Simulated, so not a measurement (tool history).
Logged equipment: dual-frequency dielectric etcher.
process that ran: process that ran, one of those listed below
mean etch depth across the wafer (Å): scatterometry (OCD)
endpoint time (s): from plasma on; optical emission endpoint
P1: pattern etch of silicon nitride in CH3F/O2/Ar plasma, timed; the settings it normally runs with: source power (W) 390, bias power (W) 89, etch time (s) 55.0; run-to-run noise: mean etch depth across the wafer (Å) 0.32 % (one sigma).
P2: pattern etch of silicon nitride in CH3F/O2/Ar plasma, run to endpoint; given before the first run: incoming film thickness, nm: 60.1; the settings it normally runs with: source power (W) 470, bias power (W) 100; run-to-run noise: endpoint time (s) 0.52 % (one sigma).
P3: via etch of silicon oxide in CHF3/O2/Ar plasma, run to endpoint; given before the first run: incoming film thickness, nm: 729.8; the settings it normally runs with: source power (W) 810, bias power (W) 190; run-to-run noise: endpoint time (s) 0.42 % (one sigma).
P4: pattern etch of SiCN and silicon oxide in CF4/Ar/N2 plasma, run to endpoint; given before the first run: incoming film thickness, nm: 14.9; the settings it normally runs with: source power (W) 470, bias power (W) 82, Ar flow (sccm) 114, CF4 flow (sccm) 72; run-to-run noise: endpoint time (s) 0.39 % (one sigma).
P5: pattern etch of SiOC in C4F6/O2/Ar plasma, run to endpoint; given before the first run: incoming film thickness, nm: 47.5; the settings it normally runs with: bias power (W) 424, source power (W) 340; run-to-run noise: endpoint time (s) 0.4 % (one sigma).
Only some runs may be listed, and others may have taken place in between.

run,hour,process that ran,source power (W),bias power (W),etch time (s),Ar flow (sccm),CF4 flow (sccm),hours since the last wet clean,hours since the last source power generator calibration,hours since the last bias power generator calibration,mean etch depth across the wafer (Å),endpoint time (s)
1,5.6,P1,390,89,55.0,,,377.2,1705.1,492.0,398.55,
2,10.2,P2,470,133,,,,381.8,1709.7,496.6,,63.934
3,15.9,P1,390,89,55.0,,,387.5,1715.4,502.3,399.36,
4,20.6,P1,390,89,55.0,,,392.2,1720.1,507.0,400.86,
5,25.6,P1,390,106,36.0,,,397.2,1725.1,512.0,278.18,
6,31.2,P5,340,424,,,,402.8,1730.7,517.6,,18.094
7,35.6,P1,390,89,30.5,,,407.2,1735.1,522.0,220.52,
8,38.9,P5,270,424,,,,410.5,1738.4,525.3,,19.745
9,44.3,P2,290,100,,,,415.9,1743.8,530.7,,85.269
10,47.9,P4,470,82,,145,72,419.5,1747.4,534.3,,16.578
11,51.8,P3,810,229,,,,423.4,1751.3,538.2,,309.220
12,55.5,P1,390,89,55.0,,,427.1,1755.0,541.9,399.83,
13,60.8,P1,390,89,55.0,,,432.4,1760.3,547.2,398.41,
14,64.6,P1,490,115,55.0,,,436.2,1764.1,551.0,478.29,
15,68.5,P3,810,190,,,,440.1,1768.0,554.9,,328.530
16,71.3,P1,390,89,55.0,,,442.9,1770.8,557.7,399.89,
17,74.5,P3,810,190,,,,446.1,1774.0,560.9,,329.090
18,79.4,P1,390,109,55.0,,,451.0,1778.9,565.8,430.38,
19,85.4,P3,1060,190,,,,457.0,1784.9,571.8,,297.460
20,88.5,P5,340,254,,,,460.1,1788.0,574.9,,21.865
21,94.2,P4,470,82,,114,72,465.8,1793.7,580.6,,15.947
22,100.4,P1,390,67,55.0,,,472.0,1799.9,586.8,362.55,
23,106.2,P2,470,100,,,,477.8,1805.7,592.6,,71.117
24,110.3,P4,470,102,,114,72,481.9,1809.8,596.7,,14.836
25,116.1,P5,340,424,,,,487.7,1815.6,602.5,,18.084
26,122.3,P4,470,82,,114,51,493.9,1821.8,608.7,,16.854
27,127.2,P4,470,82,,114,72,498.8,1826.7,613.6,,15.965
28,131.1,P4,610,82,,114,72,502.7,1830.6,617.5,,12.651
29,136.8,P1,510,89,55.0,,,508.4,1836.3,623.2,441.59,
30,139.5,P1,230,89,55.0,,,511.1,1839.0,625.9,328.47,
31,142.7,P1,390,89,78.0,,,514.3,1842.2,629.1,564.54,
32,147.0,P1,390,89,55.0,,,518.6,1846.5,633.4,399.56,
33,151.0,P1,390,89,55.0,,,522.6,1850.5,637.4,398.15,
34,156.0,P1,390,89,55.0,,,527.6,1855.5,642.4,394.09,
35,162.2,P1,390,89,55.0,,,533.8,1861.7,648.6,395.57,
36,165.0,P1,390,89,55.0,,,536.6,1864.5,651.4,391.79,
# hour 170.5: wet clean of the chamber
37,170.6,P1,390,89,55.0,,,0.1,1870.1,657.0,392.44,
38,176.1,P1,390,89,55.0,,,5.6,1875.6,662.5,394.65,
39,181.8,P1,390,89,55.0,,,11.3,1881.3,668.2,393.47,
40,186.0,P1,390,89,55.0,,,15.5,1885.5,672.4,394.28,
41,191.6,P1,390,89,55.0,,,21.1,1891.1,678.0,389.86,

The output of P1 has drifted from where it used to be. Each of the 2 causes below, taken at the size shown beside it, accounts for the log equally well:
A: bias power that arrives under what is set, % = 4.38
B: source power that arrives under what is set, % = 4.2
Creep in the process output first set in at about hour 147.0.
Every other cause this tool's parts could produce, and why it does not fit the log:
chamber walls in a state that lowers the etch rate, %: serviced at hour 170.5, after the drift had started, without restoring the earlier output

The list below offers 4 check runs, each averaging the results of 2 wafers, and shows each result as a question mark. For which of them would the listed causes give clearly different results?
check 1,197.2,P3,810,190,,,,,,,,?
check 2,197.2,P4,470,82,,114,72,,,,,?
check 3,197.2,P2,470,100,,,,,,,,?
check 4,197.2,P5,340,424,,,,,,,,?

What every check run would give for each of its results, assuming each possible cause in turn:
check,result,if A,if B
check 1,endpoint time (s),334.330,334.870
check 2,endpoint time (s),16.291,16.653
check 3,endpoint time (s),72.307,72.294
check 4,endpoint time (s),18.407,18.398
Gap, in per cent, between the two causes that each check separates least, read from the result that separates them most: check 1 0.16 %; check 2 2.2 %; check 3 0.02 %; check 4 0.05 %
Check 2 tells the causes apart: in the others they would give nearly the same result.

Check 2 has now been run. It gave: endpoint time (s) 16.662. Which of the candidate causes is it?

It was cause B: source power that arrives under what is set, %.
